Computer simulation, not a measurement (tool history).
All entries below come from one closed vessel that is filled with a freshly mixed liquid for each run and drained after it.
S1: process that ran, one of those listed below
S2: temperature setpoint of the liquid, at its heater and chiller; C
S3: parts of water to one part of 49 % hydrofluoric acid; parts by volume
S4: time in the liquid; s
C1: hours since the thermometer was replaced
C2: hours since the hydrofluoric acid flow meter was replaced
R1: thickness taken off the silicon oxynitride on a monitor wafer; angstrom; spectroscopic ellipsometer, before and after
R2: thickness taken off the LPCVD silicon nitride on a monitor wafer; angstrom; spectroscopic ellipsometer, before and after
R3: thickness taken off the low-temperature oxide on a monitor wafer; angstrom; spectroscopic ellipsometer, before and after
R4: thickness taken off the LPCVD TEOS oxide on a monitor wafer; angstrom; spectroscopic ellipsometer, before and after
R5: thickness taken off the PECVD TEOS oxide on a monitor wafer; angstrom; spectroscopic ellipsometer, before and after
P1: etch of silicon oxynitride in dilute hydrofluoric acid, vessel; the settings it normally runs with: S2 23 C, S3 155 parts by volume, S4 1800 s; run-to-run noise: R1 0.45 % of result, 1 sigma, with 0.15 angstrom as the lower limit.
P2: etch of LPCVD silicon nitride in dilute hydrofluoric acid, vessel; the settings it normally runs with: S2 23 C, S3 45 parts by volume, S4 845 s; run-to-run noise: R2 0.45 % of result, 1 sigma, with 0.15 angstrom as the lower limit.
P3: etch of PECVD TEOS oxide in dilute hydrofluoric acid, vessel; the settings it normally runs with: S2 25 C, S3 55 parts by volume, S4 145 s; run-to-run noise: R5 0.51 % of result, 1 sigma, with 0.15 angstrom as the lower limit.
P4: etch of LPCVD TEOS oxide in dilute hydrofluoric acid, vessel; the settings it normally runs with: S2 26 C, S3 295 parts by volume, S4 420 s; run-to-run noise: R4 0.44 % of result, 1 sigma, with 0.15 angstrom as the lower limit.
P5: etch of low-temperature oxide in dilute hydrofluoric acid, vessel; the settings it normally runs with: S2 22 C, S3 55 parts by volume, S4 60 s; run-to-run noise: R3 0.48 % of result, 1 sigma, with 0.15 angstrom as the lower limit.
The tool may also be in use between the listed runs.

| run | hour | S1 | S2 | S3 | S4 | C1 | C2 | R1 | R2 | R3 | R4 | R5 |
|---|---|---|---|---|---|---|---|---|---|---|---|---|
| 1 | 11.5 | P1 | 23 | 155 | 1800 | 549.5 | 728.4 | 200.68 |  |  |  |  |
| 2 | 22.8 | P2 | 17 | 45 | 845 | 560.8 | 739.7 |  | 60.43 |  |  |  |
| 3 | 30.5 | P1 | 23 | 155 | 1800 | 568.5 | 747.4 | 202.46 |  |  |  |  |
| 4 | 41.7 | P1 | 23 | 155 | 2835 | 579.7 | 758.6 | 316.65 |  |  |  |  |
| 5 | 53.7 | P5 | 22 | 20 | 60 | 591.7 | 770.6 |  |  | 816.04 |  |  |
| 6 | 64.8 | P1 | 23 | 155 | 1800 | 602.8 | 781.7 | 202.19 |  |  |  |  |
| 7 | 71 | P4 | 26 | 50 | 420 | 609 | 787.9 |  |  |  | 3380.7 |  |
| 8 | 79.1 | P1 | 23 | 60 | 1800 | 617.1 | 796 | 558.74 |  |  |  |  |
| 9 | 90.8 | P1 | 27 | 155 | 1800 | 628.8 | 807.7 | 239.59 |  |  |  |  |
| 10 | 101.7 | P1 | 17 | 155 | 1800 | 639.7 | 818.6 | 151.55 |  |  |  |  |
| 11 | 107.8 | P3 | 25 | 55 | 145 | 645.8 | 824.7 |  |  |  |  | 557.74 |
| 12 | 115.6 | P2 | 23 | 45 | 845 | 653.6 | 832.5 |  | 92.775 |  |  |  |
| 13 | 126.8 | P1 | 17.5 | 90 | 1800 | 664.8 | 843.7 | 278.5 |  |  |  |  |
| 14 | 139.4 | P5 | 17 | 55 | 60 | 677.4 | 856.3 |  |  | 229.91 |  |  |
| 15 | 151 | P5 | 22 | 55 | 85 | 689 | 867.9 |  |  | 403.08 |  |  |
| 16 | 163.6 | P4 | 26 | 295 | 420 | 701.6 | 880.5 |  |  |  | 428.03 |  |
| 17 | 176.5 | P1 | 23 | 155 | 1800 | 714.5 | 893.4 | 202.08 |  |  |  |  |
| 18 | 183.4 | P3 | 25 | 55 | 65 | 721.4 | 900.3 |  |  |  |  | 249.96 |
| 19 | 195.5 | P4 | 18.5 | 295 | 420 | 733.5 | 912.4 |  |  |  | 326.38 |  |
| 20 | 202 | P1 | 23 | 155 | 165 | 740 | 918.9 | 18.422 |  |  |  |  |
| 21 | 209.5 | P1 | 23 | 155 | 1800 | 747.5 | 926.4 | 201.97 |  |  |  |  |

For run 22, what comes out?
| 22 | 217.7 | P3 | 32.5 | 55 | 145 | 755.7 | 934.6 |  |  |  |  | ? |

R5: 749.86 angstrom

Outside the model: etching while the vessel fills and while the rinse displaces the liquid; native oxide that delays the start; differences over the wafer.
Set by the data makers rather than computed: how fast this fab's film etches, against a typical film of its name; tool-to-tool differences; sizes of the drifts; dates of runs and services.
